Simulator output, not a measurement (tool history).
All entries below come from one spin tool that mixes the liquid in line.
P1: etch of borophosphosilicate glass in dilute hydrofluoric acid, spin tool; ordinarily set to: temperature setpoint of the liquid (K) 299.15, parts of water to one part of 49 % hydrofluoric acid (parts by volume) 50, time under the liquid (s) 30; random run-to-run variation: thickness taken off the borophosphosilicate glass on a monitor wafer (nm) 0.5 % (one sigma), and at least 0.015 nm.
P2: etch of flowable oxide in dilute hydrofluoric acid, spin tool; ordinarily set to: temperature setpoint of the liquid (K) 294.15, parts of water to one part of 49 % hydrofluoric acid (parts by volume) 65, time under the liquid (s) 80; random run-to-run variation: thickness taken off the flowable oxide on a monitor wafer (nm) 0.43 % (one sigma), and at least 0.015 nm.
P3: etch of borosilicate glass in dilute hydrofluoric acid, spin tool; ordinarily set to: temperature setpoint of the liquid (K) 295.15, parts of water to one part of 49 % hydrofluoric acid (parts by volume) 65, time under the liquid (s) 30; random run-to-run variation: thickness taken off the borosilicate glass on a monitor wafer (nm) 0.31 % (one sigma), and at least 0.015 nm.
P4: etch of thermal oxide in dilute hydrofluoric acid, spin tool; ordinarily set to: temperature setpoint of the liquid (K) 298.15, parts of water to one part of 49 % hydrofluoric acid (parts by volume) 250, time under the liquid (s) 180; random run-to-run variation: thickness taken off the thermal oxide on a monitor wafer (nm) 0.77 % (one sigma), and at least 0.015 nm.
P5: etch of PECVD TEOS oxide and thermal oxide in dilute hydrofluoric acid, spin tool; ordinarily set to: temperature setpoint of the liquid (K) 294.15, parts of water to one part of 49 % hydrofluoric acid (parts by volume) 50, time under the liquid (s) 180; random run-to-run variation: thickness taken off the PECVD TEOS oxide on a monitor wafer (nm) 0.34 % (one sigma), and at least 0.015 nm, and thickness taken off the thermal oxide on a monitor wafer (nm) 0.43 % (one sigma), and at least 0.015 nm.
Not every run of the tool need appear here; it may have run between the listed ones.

run	hour	process that ran	temperature setpoint of the liquid (K)	parts of water to one part of 49 % hydrofluoric acid (parts by volume)	time under the liquid (s)	hours since the thermometer was replaced	hours since the hydrofluoric acid flow meter was replaced	thickness taken off the borophosphosilicate glass on a monitor wafer (nm)	thickness taken off the borosilicate glass on a monitor wafer (nm)	thickness taken off the PECVD TEOS oxide on a monitor wafer (nm)	thickness taken off the thermal oxide on a monitor wafer (nm)	thickness taken off the flowable oxide on a monitor wafer (nm)
1	3.4	P1	299.15	50	30	912.1	326.3	29.126				
2	7.4	P1	299.15	50	30	916.1	330.3	29.32				
3	11.6	P3	295.15	65	65	920.3	334.5		26.916			
4	13.9	P5	294.15	50	180	922.6	336.8			38.728	16.526	
5	17.6	P2	294.15	25	80	926.3	340.5					126.32
6	20.3	P4	304.15	250	180	929	343.2				3.8382	
7	22.5	P3	290.65	65	30	931.2	345.4		10.347			
8	25.3	P2	290.15	65	80	934	348.2					39.04
9	28.3	P3	295.15	95	30	937	351.2		8.2467			
10	32.3	P3	295.15	65	30	941	355.2		12.474			
11	36.8	P1	299.15	50	50	945.5	359.7	49.173				
12	40	P5	294.15	50	15	948.7	362.9			3.2342	1.4078	
13	44.4	P1	299.15	75	30	953.1	367.3	18.957				
14	48.3	P5	299.65	50	180	957	371.2			48.996	20.73	
15	52.5	P1	299.15	50	30	961.2	375.4	29.51				
16	54.7	P2	294.15	65	80	963.4	377.6					46.131
17	58.3	P3	295.15	65	30	967	381.2		12.442			
18	60.7	P2	294.15	65	15	969.4	383.6					8.6703
19	64.3	P1	299.15	25	15	973	387.2	30.458				
20	67.6	P4	298.15	250	320	976.3	390.5				5.5748	
21	70.9	P4	298.15	250	180	979.6	393.8				3.1029	
22	75	P1	299.15	90	15	983.7	397.9	7.763				
23	77.7	P1	299.15	50	15	986.4	400.6	14.727				
24	81.2	P1	299.15	50	30	989.9	404.1	29.438				
25	84	P4	298.15	420	180	992.7	406.9				1.5862	
26	87.6	P1	299.15	50	30	996.3	410.5	29.647				
27	90	P1	303.65	50	30	998.7	412.9	35.23				
28	92.4	P1	299.15	50	30	1001.1	415.3	29.47				
29	96.5	P4	298.15	250	180	1005.2	419.4				3.0973	
30	100.6	P1	294.15	50	30	1009.3	423.5	23.878				
31	102.7	P1	299.15	50	30	1011.4	425.6	29.334				
32	105	P5	294.15	80	180	1013.7	427.9			23.443	9.9693	
33	109.2	P1	299.15	30	30	1017.9	432.1	50.412				
34	113.6	P5	294.15	50	180	1022.3	436.5			39.181	16.573	
35	117.8	P1	299.15	50	30	1026.5	440.7	29.263				
36	122.1	P1	299.15	50	30	1030.8	445	30.435				
37	125	P1	299.15	50	30	1033.7	447.9	30.933				
38	127	P1	299.15	50	30	1035.7	449.9	31.094				
39	131.1	P1	299.15	50	30	1039.8	454	31.333				
40	135.7	P1	299.15	50	30	1044.4	458.6	31.117				
41	138.9	P1	299.15	50	30	1047.6	461.8	31.656				

P1 has crept away from where it was. The log is fitted equally well by each of these 2 causes, at the sizes shown:
A: hydrofluoric acid flow above the setpoint (%) = 6.51
B: liquid hotter than its thermometer reads (K) = 1.68
Onset of the creep was near hour 117.8.

Which of the check runs below tells the causes apart, meaning the causes would give it clearly different results? Each run uses 5 wafers whose results are averaged, and each result is shown as a question mark.
check 1	142.1	P4	298.15	405	315						?	
check 2	142.1	P3	295.15	65	50				?			
check 3	142.1	P2	290.15	65	15							?
check 4	142.1	P5	294.15	80	180					?	?	

Outcome of each check run for each possible cause:
check	result	if A	if B
check 1	thickness taken off the thermal oxide on a monitor wafer (nm)	3.1562	3.0565
check 2	thickness taken off the borosilicate glass on a monitor wafer (nm)	22.194	22.217
check 3	thickness taken off the flowable oxide on a monitor wafer (nm)	7.813	7.8482
check 4	thickness taken off the PECVD TEOS oxide on a monitor wafer (nm)	25.09	25.089
check 4	thickness taken off the thermal oxide on a monitor wafer (nm)	10.668	10.667
Smallest distance between any two causes, each pair judged by its most separating result, in per cent: check 1 3.21 %; check 2 0.1 %; check 3 0.45 %; check 4 0 %
Of the check runs offered, only check 1 discriminates between the causes; the rest would read about the same regardless of which cause applies.

With check 1 done, the readings were: thickness taken off the thermal oxide on a monitor wafer (nm) 3.0489. Identify which of the listed causes applies.

Of the candidate causes, it is B: liquid hotter than its thermometer reads (K).
